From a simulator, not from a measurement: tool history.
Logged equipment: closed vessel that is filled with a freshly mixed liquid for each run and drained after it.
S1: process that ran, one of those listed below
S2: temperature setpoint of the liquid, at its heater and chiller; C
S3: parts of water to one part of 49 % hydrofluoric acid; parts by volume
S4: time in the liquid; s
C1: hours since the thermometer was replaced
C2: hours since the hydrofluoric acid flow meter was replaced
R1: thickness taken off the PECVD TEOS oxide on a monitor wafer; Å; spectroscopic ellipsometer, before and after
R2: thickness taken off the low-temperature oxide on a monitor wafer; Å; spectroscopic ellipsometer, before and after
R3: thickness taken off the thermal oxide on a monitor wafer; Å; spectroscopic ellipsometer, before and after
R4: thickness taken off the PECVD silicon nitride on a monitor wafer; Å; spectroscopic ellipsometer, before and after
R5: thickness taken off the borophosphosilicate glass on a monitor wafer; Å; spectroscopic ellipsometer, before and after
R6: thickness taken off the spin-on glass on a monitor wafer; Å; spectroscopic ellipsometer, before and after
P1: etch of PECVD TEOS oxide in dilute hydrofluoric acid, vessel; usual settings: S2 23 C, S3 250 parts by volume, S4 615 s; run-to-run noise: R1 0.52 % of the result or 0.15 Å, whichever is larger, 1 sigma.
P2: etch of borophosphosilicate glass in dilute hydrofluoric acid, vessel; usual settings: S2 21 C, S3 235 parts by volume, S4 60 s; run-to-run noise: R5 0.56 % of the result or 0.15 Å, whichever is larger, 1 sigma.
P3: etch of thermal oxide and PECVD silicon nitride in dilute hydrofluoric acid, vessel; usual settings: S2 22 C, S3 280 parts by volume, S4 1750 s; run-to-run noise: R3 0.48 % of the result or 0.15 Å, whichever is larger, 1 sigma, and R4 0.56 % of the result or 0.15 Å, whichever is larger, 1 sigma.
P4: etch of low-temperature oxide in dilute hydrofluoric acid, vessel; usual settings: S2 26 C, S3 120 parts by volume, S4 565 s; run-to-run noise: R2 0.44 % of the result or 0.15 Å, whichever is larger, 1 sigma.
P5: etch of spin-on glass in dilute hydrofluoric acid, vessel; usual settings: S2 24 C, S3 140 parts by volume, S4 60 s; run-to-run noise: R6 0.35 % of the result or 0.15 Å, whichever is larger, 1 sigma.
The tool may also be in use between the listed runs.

Run 1, hour 13.4: S1 P1, S2 23 C, S3 250 parts by volume, S4 615 s; C1 733.1; C2 381.4. Result: R1 223.93 Å.
Run 2, hour 28: S1 P1, S2 23 C, S3 250 parts by volume, S4 995 s; C1 747.7; C2 396. Result: R1 362.09 Å.
Run 3, hour 46.1: S1 P4, S2 26 C, S3 60 parts by volume, S4 565 s; C1 765.8; C2 414.1. Result: R2 1167.3 Å.
Run 4, hour 60.8: S1 P1, S2 23 C, S3 250 parts by volume, S4 615 s; C1 780.5; C2 428.8. Result: R1 225.79 Å.
Run 5, hour 78.3: S1 P3, S2 22 C, S3 280 parts by volume, S4 255 s; C1 798; C2 446.3. Result: R3 35.293 Å, R4 16.004 Å.
Run 6, hour 89.8: S1 P1, S2 23 C, S3 250 parts by volume, S4 615 s; C1 809.5; C2 457.8. Result: R1 225.21 Å.
Run 7, hour 105.2: S1 P2, S2 17 C, S3 235 parts by volume, S4 60 s; C1 824.9; C2 473.2. Result: R5 141.24 Å.
Run 8, hour 118.1: S1 P1, S2 17 C, S3 250 parts by volume, S4 615 s; C1 837.8; C2 486.1. Result: R1 179.47 Å.
Run 9, hour 127.7: S1 P3, S2 22 C, S3 280 parts by volume, S4 1750 s; C1 847.4; C2 495.7. Result: R3 242.68 Å, R4 109.03 Å.
Run 10, hour 141.1: S1 P3, S2 27.5 C, S3 280 parts by volume, S4 1750 s; C1 860.8; C2 509.1. Result: R3 295 Å, R4 154.4 Å.
Run 11, hour 150.5: S1 P4, S2 26 C, S3 120 parts by volume, S4 565 s; C1 870.2; C2 518.5. Result: R2 543.59 Å.
Run 12, hour 160.9: S1 P5, S2 24 C, S3 140 parts by volume, S4 60 s; C1 880.6; C2 528.9. Result: R6 183.47 Å.
Run 13, hour 170.1: S1 P1, S2 23 C, S3 250 parts by volume, S4 615 s; C1 889.8; C2 538.1. Result: R1 223.48 Å.
Run 14, hour 182.5: S1 P3, S2 22 C, S3 280 parts by volume, S4 1750 s; C1 902.2; C2 550.5. Result: R3 245.4 Å, R4 108.41 Å.
Run 15, hour 200.5: S1 P4, S2 26 C, S3 120 parts by volume, S4 565 s; C1 920.2; C2 568.5. Result: R2 539.1 Å.
Run 16, hour 216.9: S1 P2, S2 21 C, S3 235 parts by volume, S4 60 s; C1 936.6; C2 584.9. Result: R5 165.75 Å.
Run 17, hour 230.7: S1 P1, S2 23 C, S3 100 parts by volume, S4 1185 s; C1 950.4; C2 598.7. Result: R1 1270.7 Å.
Run 18, hour 242.3: S1 P1, S2 26.5 C, S3 250 parts by volume, S4 615 s; C1 962; C2 610.3. Result: R1 255.79 Å.
Run 19, hour 252.8: S1 P3, S2 22 C, S3 70 parts by volume, S4 1750 s; C1 972.5; C2 620.8. Result: R3 1212.5 Å, R4 426.47 Å.
Run 20, hour 264: S1 P5, S2 19 C, S3 140 parts by volume, S4 60 s; C1 983.7; C2 632. Result: R6 149.87 Å.
Run 21, hour 282.1: S1 P5, S2 24 C, S3 140 parts by volume, S4 30 s; C1 1001.8; C2 650.1. Result: R6 91.022 Å.
Run 22, hour 300.4: S1 P1, S2 23 C, S3 250 parts by volume, S4 615 s; C1 1020.1; C2 668.4. Result: R1 225.31 Å.
Run 23, hour 309.1: S1 P2, S2 21 C, S3 235 parts by volume, S4 30 s; C1 1028.8; C2 677.1. Result: R5 81.672 Å.
Run 24, hour 319.2: S1 P5, S2 24 C, S3 30 parts by volume, S4 60 s; C1 1038.9; C2 687.2. Result: R6 979.04 Å.
Run 25, hour 332.3: S1 P1, S2 23 C, S3 455 parts by volume, S4 615 s; C1 1052; C2 700.3. Result: R1 101.96 Å.
Run 26, hour 340.8: S1 P2, S2 21 C, S3 235 parts by volume, S4 60 s; C1 1060.5; C2 708.8. Result: R5 166.55 Å.
Run 27, hour 358.5: S1 P1, S2 23 C, S3 250 parts by volume, S4 175 s; C1 1078.2; C2 726.5. Result: R1 63.1 Å.
Run 28, hour 370.3: S1 P4, S2 26 C, S3 120 parts by volume, S4 990 s; C1 1090; C2 738.3. Result: R2 948.27 Å.
Run 29, hour 381.8: S1 P1, S2 23 C, S3 250 parts by volume, S4 615 s; C1 1101.5; C2 749.8. Result: R1 224.78 Å.
Run 30, hour 392: S1 P1, S2 23 C, S3 60 parts by volume, S4 615 s; C1 1111.7; C2 760. Result: R1 1162.8 Å.
Run 31, hour 403.6: S1 P1, S2 30.5 C, S3 250 parts by volume, S4 1115 s; C1 1123.3; C2 771.6. Result: R1 522.78 Å.
Run 32, hour 421.7: S1 P4, S2 18.5 C, S3 120 parts by volume, S4 565 s; C1 1141.4; C2 789.7. Result: R2 399.42 Å.
Run 33, hour 437.7: S1 P2, S2 21 C, S3 430 parts by volume, S4 60 s; C1 1157.4; C2 805.7. Result: R5 75.329 Å.
Run 34, hour 450: S1 P1, S2 23 C, S3 250 parts by volume, S4 615 s; C1 1169.7; C2 818. Result: R1 224.96 Å.
Run 35, hour 462.9: S1 P1, S2 23 C, S3 250 parts by volume, S4 615 s; C1 1182.6; C2 830.9. Result: R1 219.67 Å.
Run 36, hour 472.6: S1 P1, S2 23 C, S3 250 parts by volume, S4 615 s; C1 1192.3; C2 840.6. Result: R1 217.01 Å.
Run 37, hour 482.3: S1 P1, S2 23 C, S3 250 parts by volume, S4 615 s; C1 1202; C2 850.3. Result: R1 217.03 Å.
Run 38, hour 495: S1 P1, S2 23 C, S3 250 parts by volume, S4 615 s; C1 1214.7; C2 863. Result: R1 216.75 Å.
Run 39, hour 505.8: S1 P1, S2 23 C, S3 250 parts by volume, S4 615 s; C1 1225.5; C2 873.8. Result: R1 216.05 Å.
Run 40, hour 521.9: S1 P1, S2 23 C, S3 250 parts by volume, S4 615 s; C1 1241.6; C2 889.9. Result: R1 213.14 Å.
Run 41, hour 538.8: S1 P1, S2 23 C, S3 250 parts by volume, S4 615 s; C1 1258.5; C2 906.8. Result: R1 212.29 Å.
Run 42, hour 551.1: S1 P1, S2 23 C, S3 250 parts by volume, S4 615 s; C1 1270.8; C2 919.1. Result: R1 211 Å.

Forecast run 43:
Run 43, hour 563.1: S1 P1, S2 23 C, S3 250 parts by volume, S4 615 s; C1 1282.8; C2 931.1. Result: R1 ?.

R1: 210.11 Å
